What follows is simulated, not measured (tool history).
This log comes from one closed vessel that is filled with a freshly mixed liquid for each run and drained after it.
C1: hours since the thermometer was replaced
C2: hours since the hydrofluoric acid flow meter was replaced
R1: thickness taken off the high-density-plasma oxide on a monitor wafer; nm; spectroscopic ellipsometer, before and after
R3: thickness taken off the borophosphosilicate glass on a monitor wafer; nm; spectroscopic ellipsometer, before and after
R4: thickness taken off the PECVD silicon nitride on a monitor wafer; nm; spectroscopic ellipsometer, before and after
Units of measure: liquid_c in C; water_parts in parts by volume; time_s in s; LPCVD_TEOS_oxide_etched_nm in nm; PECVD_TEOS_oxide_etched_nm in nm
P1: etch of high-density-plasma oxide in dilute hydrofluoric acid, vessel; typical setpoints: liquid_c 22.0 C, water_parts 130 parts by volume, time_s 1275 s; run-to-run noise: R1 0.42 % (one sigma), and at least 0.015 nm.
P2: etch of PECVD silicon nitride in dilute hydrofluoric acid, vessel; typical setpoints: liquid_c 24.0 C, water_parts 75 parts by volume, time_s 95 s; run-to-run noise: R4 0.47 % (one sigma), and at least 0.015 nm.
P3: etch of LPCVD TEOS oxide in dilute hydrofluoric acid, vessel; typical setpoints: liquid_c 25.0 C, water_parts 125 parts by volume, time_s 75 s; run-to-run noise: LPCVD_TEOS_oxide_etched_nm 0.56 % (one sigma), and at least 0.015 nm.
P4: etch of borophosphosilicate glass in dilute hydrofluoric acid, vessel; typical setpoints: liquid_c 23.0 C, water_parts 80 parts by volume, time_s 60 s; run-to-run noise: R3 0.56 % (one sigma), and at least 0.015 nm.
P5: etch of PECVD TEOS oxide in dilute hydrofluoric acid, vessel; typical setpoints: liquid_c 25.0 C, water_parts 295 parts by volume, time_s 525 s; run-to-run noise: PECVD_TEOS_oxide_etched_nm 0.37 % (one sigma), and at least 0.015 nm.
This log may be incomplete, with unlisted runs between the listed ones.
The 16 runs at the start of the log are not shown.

run 17 hour=225.5 | process=P4 liquid_c=27.5 water_parts=80 time_s=60 | C1=898.0 C2=1805.2 | R3=33.792
run 18 hour=234.8 | process=P5 liquid_c=17.0 water_parts=295 time_s=525 | C1=907.3 C2=1814.5 | PECVD_TEOS_oxide_etched_nm=9.6561
run 19 hour=246.0 | process=P4 liquid_c=23.0 water_parts=80 time_s=60 | C1=918.5 C2=1825.7 | R3=28.278
run 20 hour=264.9 | process=P5 liquid_c=25.0 water_parts=105 time_s=525 | C1=937.4 C2=1844.6 | PECVD_TEOS_oxide_etched_nm=44.9840
run 21 hour=279.3 | process=P3 liquid_c=25.0 water_parts=125 time_s=75 | C1=951.8 C2=1859.0 | LPCVD_TEOS_oxide_etched_nm=19.3470
run 22 hour=293.5 | process=P2 liquid_c=24.0 water_parts=30 time_s=95 | C1=966.0 C2=1873.2 | R4=16.2620
run 23 hour=305.9 | process=P2 liquid_c=24.0 water_parts=75 time_s=185 | C1=978.4 C2=1885.6 | R4=12.8870
run 24 hour=317.5 | process=P2 liquid_c=31.5 water_parts=75 time_s=95 | C1=990.0 C2=1897.2 | R4=10.7370
run 25 hour=331.2 | process=P1 liquid_c=22.0 water_parts=130 time_s=1275 | C1=1003.7 C2=1910.9 | R1=46.017
run 26 hour=348.2 | process=P5 liquid_c=25.0 water_parts=295 time_s=525 | C1=1020.7 C2=1927.9 | PECVD_TEOS_oxide_etched_nm=12.8970
run 27 hour=358.2 | process=P4 liquid_c=23.0 water_parts=80 time_s=60 | C1=1030.7 C2=1937.9 | R3=28.593
run 28 hour=371.4 | process=P1 liquid_c=17.0 water_parts=130 time_s=1275 | C1=1043.9 C2=1951.1 | R1=37.145
run 29 hour=388.4 | process=P1 liquid_c=22.0 water_parts=130 time_s=1275 | C1=1060.9 C2=1968.1 | R1=45.684

Run 30 comes next. What will it give?
run 30 hour=400.6 | process=P1 liquid_c=22.0 water_parts=130 time_s=1275 | C1=1073.1 C2=1980.3 | R1=?

Run 30 yielded R1 44.538 nm.
